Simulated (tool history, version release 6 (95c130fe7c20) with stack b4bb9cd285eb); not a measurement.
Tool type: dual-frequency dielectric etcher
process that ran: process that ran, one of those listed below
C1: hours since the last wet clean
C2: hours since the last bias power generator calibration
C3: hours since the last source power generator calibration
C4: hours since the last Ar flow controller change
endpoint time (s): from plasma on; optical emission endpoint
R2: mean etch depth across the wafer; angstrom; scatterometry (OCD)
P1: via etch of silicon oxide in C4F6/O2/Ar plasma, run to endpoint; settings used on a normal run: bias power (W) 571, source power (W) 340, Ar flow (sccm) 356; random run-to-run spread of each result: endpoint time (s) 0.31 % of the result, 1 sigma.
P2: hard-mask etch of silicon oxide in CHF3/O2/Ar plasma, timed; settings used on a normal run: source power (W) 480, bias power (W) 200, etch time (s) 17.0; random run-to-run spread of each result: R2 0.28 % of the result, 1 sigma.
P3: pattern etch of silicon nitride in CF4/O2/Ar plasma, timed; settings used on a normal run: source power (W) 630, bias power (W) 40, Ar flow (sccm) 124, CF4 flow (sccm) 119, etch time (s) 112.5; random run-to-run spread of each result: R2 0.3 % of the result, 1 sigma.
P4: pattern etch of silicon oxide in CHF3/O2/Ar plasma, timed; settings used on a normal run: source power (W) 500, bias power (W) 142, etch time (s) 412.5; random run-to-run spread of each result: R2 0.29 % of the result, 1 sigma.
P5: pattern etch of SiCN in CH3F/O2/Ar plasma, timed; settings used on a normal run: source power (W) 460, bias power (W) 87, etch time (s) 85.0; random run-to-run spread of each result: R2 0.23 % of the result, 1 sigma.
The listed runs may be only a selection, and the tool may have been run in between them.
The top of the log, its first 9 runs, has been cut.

Run 10, day 1.592: process that ran P1, bias power (W) 571, source power (W) 240, Ar flow (sccm) 292; C1 113.2; C2 14.3; C3 726.8; C4 1222.3. Result: endpoint time (s) 35.351.
Run 11, day 1.771: process that ran P2, bias power (W) 200, source power (W) 300, etch time (s) 17.0; C1 117.5; C2 18.6; C3 731.1; C4 1226.6. Result: R2 267.43 angstrom.
Run 12, day 2.004: process that ran P3, bias power (W) 26, source power (W) 630, Ar flow (sccm) 124, etch time (s) 112.5, CF4 flow (sccm) 119; C1 123.1; C2 24.2; C3 736.7; C4 1232.2. Result: R2 2067.80 angstrom.
Run 13, day 2.133: process that ran P1, bias power (W) 571, source power (W) 430, Ar flow (sccm) 356; C1 126.2; C2 27.3; C3 739.8; C4 1235.3. Result: endpoint time (s) 29.027.
Run 14, day 2.283: process that ran P2, bias power (W) 137, source power (W) 480, etch time (s) 17.0; C1 129.8; C2 30.9; C3 743.4; C4 1238.9. Result: R2 280.75 angstrom.
Run 15, day 2.483: process that ran P1, bias power (W) 571, source power (W) 220, Ar flow (sccm) 356; C1 134.6; C2 35.7; C3 748.2; C4 1243.7. Result: endpoint time (s) 37.248.
Run 16, day 2.733: process that ran P1, bias power (W) 571, source power (W) 340, Ar flow (sccm) 356; C1 140.6; C2 41.7; C3 754.2; C4 1249.7. Result: endpoint time (s) 31.733.
Run 17, day 2.862: process that ran P1, bias power (W) 571, source power (W) 340, Ar flow (sccm) 356; C1 143.7; C2 44.8; C3 757.3; C4 1252.8. Result: endpoint time (s) 31.717.
Run 18, day 3.004: process that ran P1, bias power (W) 740, source power (W) 340, Ar flow (sccm) 445; C1 147.1; C2 48.2; C3 760.7; C4 1256.2. Result: endpoint time (s) 29.351.
At day 3.108: wet clean of the chamber.
Run 19, day 3.246: process that ran P5, bias power (W) 87, source power (W) 460, etch time (s) 106.5; C1 3.4; C2 54.0; C3 766.5; C4 1262.0. Result: R2 446.31 angstrom.
Run 20, day 3.400: process that ran P5, bias power (W) 87, source power (W) 460, etch time (s) 85.0; C1 7.1; C2 57.7; C3 770.2; C4 1265.7. Result: R2 357.14 angstrom.
Run 21, day 3.579: process that ran P5, bias power (W) 87, source power (W) 610, etch time (s) 85.0; C1 11.4; C2 62.0; C3 774.5; C4 1270.0. Result: R2 395.23 angstrom.
Run 22, day 3.829: process that ran P4, bias power (W) 142, source power (W) 500, etch time (s) 412.5; C1 17.4; C2 68.0; C3 780.5; C4 1276.0. Result: R2 7001.30 angstrom.
Run 23, day 3.950: process that ran P1, bias power (W) 571, source power (W) 340, Ar flow (sccm) 284; C1 20.3; C2 70.9; C3 783.4; C4 1278.9. Result: endpoint time (s) 30.960.
Run 24, day 4.188: process that ran P3, bias power (W) 40, source power (W) 630, Ar flow (sccm) 124, etch time (s) 112.5, CF4 flow (sccm) 78; C1 26.0; C2 76.6; C3 789.1; C4 1284.6. Result: R2 2238.10 angstrom.

Run 25 comes next. What will it give?
Run 25, day 4.304: process that ran P1, bias power (W) 709, source power (W) 340, Ar flow (sccm) 356; C1 28.8; C2 79.4; C3 791.9; C4 1287.4. Result: endpoint time (s) ?.

endpoint time (s): 29.205
